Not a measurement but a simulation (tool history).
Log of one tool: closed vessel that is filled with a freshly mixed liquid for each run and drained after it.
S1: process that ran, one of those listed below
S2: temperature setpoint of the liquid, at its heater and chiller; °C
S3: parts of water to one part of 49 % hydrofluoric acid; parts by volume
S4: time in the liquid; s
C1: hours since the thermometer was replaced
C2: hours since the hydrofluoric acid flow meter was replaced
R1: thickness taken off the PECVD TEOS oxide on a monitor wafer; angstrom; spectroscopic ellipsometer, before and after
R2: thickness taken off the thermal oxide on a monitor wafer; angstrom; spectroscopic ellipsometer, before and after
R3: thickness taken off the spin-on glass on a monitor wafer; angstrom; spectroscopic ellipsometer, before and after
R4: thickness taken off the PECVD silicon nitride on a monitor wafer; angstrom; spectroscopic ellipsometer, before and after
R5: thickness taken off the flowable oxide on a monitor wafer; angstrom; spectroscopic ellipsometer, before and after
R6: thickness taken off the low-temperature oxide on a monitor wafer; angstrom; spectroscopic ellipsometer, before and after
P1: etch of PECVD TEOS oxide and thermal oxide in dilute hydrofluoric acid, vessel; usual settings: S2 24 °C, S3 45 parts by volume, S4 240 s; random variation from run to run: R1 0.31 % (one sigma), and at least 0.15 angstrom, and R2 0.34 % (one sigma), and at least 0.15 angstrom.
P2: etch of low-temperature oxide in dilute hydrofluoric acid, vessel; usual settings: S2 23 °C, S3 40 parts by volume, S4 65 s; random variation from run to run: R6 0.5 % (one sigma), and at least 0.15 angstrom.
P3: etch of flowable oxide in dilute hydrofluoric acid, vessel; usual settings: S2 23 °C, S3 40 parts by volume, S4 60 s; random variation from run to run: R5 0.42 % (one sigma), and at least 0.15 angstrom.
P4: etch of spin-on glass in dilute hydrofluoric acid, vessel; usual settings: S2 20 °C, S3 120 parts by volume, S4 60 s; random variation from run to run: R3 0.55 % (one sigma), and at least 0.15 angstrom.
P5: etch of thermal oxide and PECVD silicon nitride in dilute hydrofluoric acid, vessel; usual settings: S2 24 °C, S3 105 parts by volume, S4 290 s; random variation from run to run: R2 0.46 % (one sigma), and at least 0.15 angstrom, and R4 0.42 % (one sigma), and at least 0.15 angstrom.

run 1 hour=6.5 | S1=P1 S2=24 S3=45 S4=240 | C1=1925.4 C2=230.4 | R1=568.82 R2=289.98
run 2 hour=16.8 | S1=P4 S2=20 S3=120 S4=60 | C1=1935.7 C2=240.7 | R3=221.7
run 3 hour=23.3 | S1=P1 S2=29 S3=60 S4=240 | C1=1942.2 C2=247.2 | R1=510.01 R2=261.3
run 4 hour=34.7 | S1=P1 S2=32.5 S3=45 S4=240 | C1=1953.6 C2=258.6 | R1=795.29 R2=408.05
run 5 hour=46 | S1=P5 S2=24 S3=105 S4=290 | C1=1964.9 C2=269.9 | R2=124.65 R4=109.35
run 6 hour=55.5 | S1=P3 S2=17 S3=40 S4=60 | C1=1974.4 C2=279.4 | R5=515.38
run 7 hour=62.5 | S1=P1 S2=17.5 S3=45 S4=240 | C1=1981.4 C2=286.4 | R1=432.45 R2=220.47
run 8 hour=69.8 | S1=P1 S2=24 S3=60 S4=240 | C1=1988.7 C2=293.7 | R1=418.62 R2=213.6
run 9 hour=78 | S1=P5 S2=24 S3=105 S4=290 | C1=1996.9 C2=301.9 | R2=125.36 R4=109.78
run 10 hour=84.8 | S1=P4 S2=20 S3=120 S4=30 | C1=2003.7 C2=308.7 | R3=109.31
run 11 hour=96.4 | S1=P2 S2=23 S3=70 S4=65 | C1=2015.3 C2=320.3 | R6=116.19
run 12 hour=107 | S1=P2 S2=30 S3=40 S4=65 | C1=2025.9 C2=330.9 | R6=281.69
run 13 hour=114.2 | S1=P1 S2=24 S3=45 S4=240 | C1=2033.1 C2=338.1 | R1=568.61 R2=289.33
run 14 hour=123.6 | S1=P1 S2=29 S3=45 S4=135 | C1=2042.5 C2=347.5 | R1=391.68 R2=199.8
run 15 hour=133.6 | S1=P1 S2=24 S3=45 S4=90 | C1=2052.5 C2=357.5 | R1=213.21 R2=108
run 16 hour=140.3 | S1=P3 S2=23 S3=40 S4=30 | C1=2059.2 C2=364.2 | R5=334.32
run 17 hour=152.2 | S1=P4 S2=20 S3=190 S4=60 | C1=2071.1 C2=376.1 | R3=128
run 18 hour=163.4 | S1=P1 S2=24 S3=45 S4=240 | C1=2082.3 C2=387.3 | R1=566.83 R2=291.04
run 19 hour=171.9 | S1=P1 S2=24 S3=45 S4=375 | C1=2090.8 C2=395.8 | R1=889.81 R2=453.65
run 20 hour=179 | S1=P1 S2=29.5 S3=45 S4=380 | C1=2097.9 C2=402.9 | R1=1127.4 R2=573.67
run 21 hour=185.6 | S1=P3 S2=23 S3=70 S4=60 | C1=2104.5 C2=409.5 | R5=368.95
run 22 hour=195.9 | S1=P2 S2=23 S3=40 S4=65 | C1=2114.8 C2=419.8 | R6=211.32
run 23 hour=207.2 | S1=P1 S2=24 S3=45 S4=240 | C1=2126.1 C2=431.1 | R1=567.88 R2=290.27
run 24 hour=217.8 | S1=P4 S2=25 S3=120 S4=60 | C1=2136.7 C2=441.7 | R3=263.28
run 25 hour=228.8 | S1=P5 S2=24 S3=185 S4=290 | C1=2147.7 C2=452.7 | R2=64.617 R4=62.828
run 26 hour=240 | S1=P1 S2=24 S3=45 S4=240 | C1=2158.9 C2=463.9 | R1=569.89 R2=291.16
run 27 hour=248.5 | S1=P4 S2=20 S3=120 S4=60 | C1=2167.4 C2=472.4 | R3=218.63
run 28 hour=259.3 | S1=P1 S2=24 S3=45 S4=240 | C1=2178.2 C2=483.2 | R1=568.62 R2=291.65
run 29 hour=269.1 | S1=P2 S2=23 S3=40 S4=30 | C1=2188 C2=493 | R6=98.908
run 30 hour=279 | S1=P3 S2=23 S3=40 S4=60 | C1=2197.9 C2=502.9 | R5=670.12
run 31 hour=285.1 | S1=P5 S2=24 S3=105 S4=455 | C1=2204 C2=509 | R2=193.7 R4=173.73
run 32 hour=294.5 | S1=P1 S2=24 S3=20 S4=240 | C1=2213.4 C2=518.4 | R1=1322.5 R2=672.46
run 33 hour=302.1 | S1=P5 S2=18 S3=105 S4=290 | C1=2221 C2=526 | R2=96.182 R4=73.129
run 34 hour=314 | S1=P1 S2=24 S3=45 S4=240 | C1=2232.9 C2=537.9 | R1=568.35 R2=289.27
run 35 hour=322.7 | S1=P1 S2=24 S3=45 S4=240 | C1=2241.6 C2=546.6 | R1=582.31 R2=299.74
run 36 hour=329.8 | S1=P1 S2=24 S3=45 S4=240 | C1=2248.7 C2=553.7 | R1=588.19 R2=304.03
run 37 hour=338.2 | S1=P1 S2=24 S3=45 S4=240 | C1=2257.1 C2=562.1 | R1=594.53 R2=305.46
run 38 hour=346.1 | S1=P1 S2=24 S3=45 S4=240 | C1=2265 C2=570 | R1=595.44 R2=304.5
run 39 hour=356.3 | S1=P1 S2=24 S3=45 S4=240 | C1=2275.2 C2=580.2 | R1=602.23 R2=305.24
run 40 hour=362.9 | S1=P1 S2=24 S3=45 S4=240 | C1=2281.8 C2=586.8 | R1=602.42 R2=307.4
run 41 hour=375 | S1=P1 S2=24 S3=45 S4=240 | C1=2293.9 C2=598.9 | R1=599.85 R2=307.55
run 42 hour=380.8 | S1=P1 S2=24 S3=45 S4=240 | C1=2299.7 C2=604.7 | R1=603.14 R2=308.65

What P1 gives has crept away from where it was. These 2 causes fit the log equally well, each at the size given:
A: hydrofluoric acid flow above the setpoint (%) = 5.72
B: liquid hotter than its thermometer reads (K) = 1.44
The creep began at about hour 314.

4 check runs are offered, one wafer each, their results left as question marks. Which one tells the causes apart?
run check 1 hour=386.6 | S1=P5 S2=19 S3=105 S4=290 | R2=? R4=?
run check 2 hour=386.6 | S1=P2 S2=23 S3=70 S4=65 | R6=?
run check 3 hour=386.6 | S1=P4 S2=23.5 S3=120 S4=30 | R3=?
run check 4 hour=386.6 | S1=P3 S2=23 S3=70 S4=35 | R5=?

What each check would give under each cause:
check=check_1 result=R2 if_A=107.87 if_B=107.58
check=check_1 result=R4 if_A=82.917 if_B=86.642
check=check_2 result=R6 if_A=124.23 if_B=123.98
check=check_3 result=R3 if_A=134.27 if_B=133.31
check=check_4 result=R5 if_A=228.66 if_B=228.22
How far apart the two closest causes lie, in the result that separates them most: check 1 4.39 %; check 2 0.2 %; check 3 0.72 %; check 4 0.2 %
Only check 1 tells the causes apart: in the others they would give nearly the same result.

Check 1 was then run and gave: R2 107.83 angstrom; R4 83.432 angstrom. Which cause is it?

It is A: hydrofluoric acid flow above the setpoint (%).
